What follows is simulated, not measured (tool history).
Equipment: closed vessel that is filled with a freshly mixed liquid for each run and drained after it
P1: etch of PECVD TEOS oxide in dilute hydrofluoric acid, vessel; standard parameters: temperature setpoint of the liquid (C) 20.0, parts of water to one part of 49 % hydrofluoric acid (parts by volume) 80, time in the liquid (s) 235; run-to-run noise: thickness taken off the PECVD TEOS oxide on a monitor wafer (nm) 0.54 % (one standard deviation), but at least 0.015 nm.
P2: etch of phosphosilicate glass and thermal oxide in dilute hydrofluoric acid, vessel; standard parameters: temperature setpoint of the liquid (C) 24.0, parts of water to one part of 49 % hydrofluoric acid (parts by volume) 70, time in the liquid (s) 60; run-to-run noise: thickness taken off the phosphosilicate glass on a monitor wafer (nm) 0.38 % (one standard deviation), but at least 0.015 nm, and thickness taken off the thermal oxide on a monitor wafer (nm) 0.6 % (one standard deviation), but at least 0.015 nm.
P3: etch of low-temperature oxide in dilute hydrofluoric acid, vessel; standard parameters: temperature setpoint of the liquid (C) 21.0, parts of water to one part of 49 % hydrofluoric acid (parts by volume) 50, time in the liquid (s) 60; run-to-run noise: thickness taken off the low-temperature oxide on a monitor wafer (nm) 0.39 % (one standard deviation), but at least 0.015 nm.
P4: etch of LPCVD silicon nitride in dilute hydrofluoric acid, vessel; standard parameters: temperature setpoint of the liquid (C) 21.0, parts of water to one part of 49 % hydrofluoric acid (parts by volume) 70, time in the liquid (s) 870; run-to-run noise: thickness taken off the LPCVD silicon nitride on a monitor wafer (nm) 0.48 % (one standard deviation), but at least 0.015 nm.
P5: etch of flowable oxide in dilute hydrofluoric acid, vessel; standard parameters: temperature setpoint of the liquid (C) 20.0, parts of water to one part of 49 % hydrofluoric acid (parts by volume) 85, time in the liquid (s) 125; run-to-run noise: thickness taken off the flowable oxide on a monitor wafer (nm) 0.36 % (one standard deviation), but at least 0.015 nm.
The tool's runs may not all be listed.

| run | hour | process that ran | temperature setpoint of the liquid (C) | parts of water to one part of 49 % hydrofluoric acid (parts by volume) | time in the liquid (s) | thickness taken off the PECVD TEOS oxide on a monitor wafer (nm) | thickness taken off the phosphosilicate glass on a monitor wafer (nm) | thickness taken off the thermal oxide on a monitor wafer (nm) | thickness taken off the LPCVD silicon nitride on a monitor wafer (nm) | thickness taken off the low-temperature oxide on a monitor wafer (nm) | thickness taken off the flowable oxide on a monitor wafer (nm) |
|---|---|---|---|---|---|---|---|---|---|---|---|
| 1 | 3.3 | P1 | 20.0 | 80 | 235 | 24.6220 |  |  |  |  |  |
| 2 | 8.0 | P1 | 17.0 | 80 | 235 | 21.7030 |  |  |  |  |  |
| 3 | 11.8 | P1 | 20.0 | 80 | 410 | 43.2370 |  |  |  |  |  |
| 4 | 15.1 | P2 | 24.0 | 70 | 30 |  | 48.911 | 2.0255 |  |  |  |
| 5 | 18.2 | P4 | 17.0 | 70 | 870 |  |  |  | 3.4947 |  |  |
| 6 | 21.8 | P4 | 21.0 | 70 | 870 |  |  |  | 4.5682 |  |  |
| 7 | 24.5 | P1 | 26.5 | 80 | 235 | 31.8800 |  |  |  |  |  |
| 8 | 26.9 | P4 | 21.0 | 40 | 870 |  |  |  | 7.9819 |  |  |
| 9 | 29.7 | P1 | 20.0 | 25 | 235 | 83.0940 |  |  |  |  |  |
| 10 | 33.4 | P3 | 21.0 | 50 | 60 |  |  |  |  | 40.932 |  |
| 11 | 36.4 | P2 | 24.0 | 30 | 60 |  | 239.040 | 9.9257 |  |  |  |
| 12 | 40.1 | P3 | 28.5 | 50 | 60 |  |  |  |  | 55.294 |  |
| 13 | 44.7 | P2 | 24.0 | 70 | 60 |  | 97.318 | 3.9859 |  |  |  |
| 14 | 49.3 | P1 | 20.0 | 80 | 235 | 24.5080 |  |  |  |  |  |
| 15 | 54.3 | P5 | 20.0 | 85 | 125 |  |  |  |  |  | 42.202 |
| 16 | 58.1 | P5 | 20.0 | 85 | 125 |  |  |  |  |  | 42.369 |
| 17 | 62.3 | P3 | 21.0 | 20 | 60 |  |  |  |  | 105.930 |  |
| 18 | 65.2 | P5 | 20.0 | 85 | 245 |  |  |  |  |  | 82.914 |
| 19 | 68.9 | P5 | 17.0 | 85 | 125 |  |  |  |  |  | 37.579 |
| 20 | 73.6 | P1 | 20.0 | 80 | 40 | 4.1648 |  |  |  |  |  |
| 21 | 78.3 | P1 | 20.0 | 80 | 235 | 24.3970 |  |  |  |  |  |
| 22 | 81.3 | P3 | 21.0 | 50 | 95 |  |  |  |  | 64.568 |  |
| 23 | 84.1 | P3 | 21.0 | 50 | 60 |  |  |  |  | 40.920 |  |
| 24 | 87.4 | P4 | 21.0 | 70 | 1500 |  |  |  | 7.9265 |  |  |
| 25 | 89.9 | P1 | 20.0 | 80 | 235 | 24.7790 |  |  |  |  |  |
| 26 | 92.8 | P2 | 31.5 | 70 | 60 |  | 130.410 | 5.4240 |  |  |  |
| 27 | 97.2 | P1 | 17.0 | 80 | 105 | 9.6040 |  |  |  |  |  |
| 28 | 100.9 | P4 | 21.0 | 70 | 870 |  |  |  | 4.6051 |  |  |
| 29 | 104.0 | P1 | 20.0 | 115 | 235 | 16.3020 |  |  |  |  |  |
| 30 | 108.4 | P5 | 20.0 | 50 | 125 |  |  |  |  |  | 74.778 |
| 31 | 111.1 | P1 | 20.0 | 80 | 235 | 24.6490 |  |  |  |  |  |
| 32 | 114.1 | P1 | 20.0 | 80 | 235 | 23.6100 |  |  |  |  |  |
| 33 | 117.8 | P1 | 20.0 | 80 | 235 | 23.2180 |  |  |  |  |  |

Run 34, settings as shown, results not yet in. Your forecast:
| 34 | 121.9 | P1 | 20.0 | 80 | 235 | ? |  |  |  |  |  |

Run 34 gave thickness taken off the PECVD TEOS oxide on a monitor wafer (nm) 22.8550.

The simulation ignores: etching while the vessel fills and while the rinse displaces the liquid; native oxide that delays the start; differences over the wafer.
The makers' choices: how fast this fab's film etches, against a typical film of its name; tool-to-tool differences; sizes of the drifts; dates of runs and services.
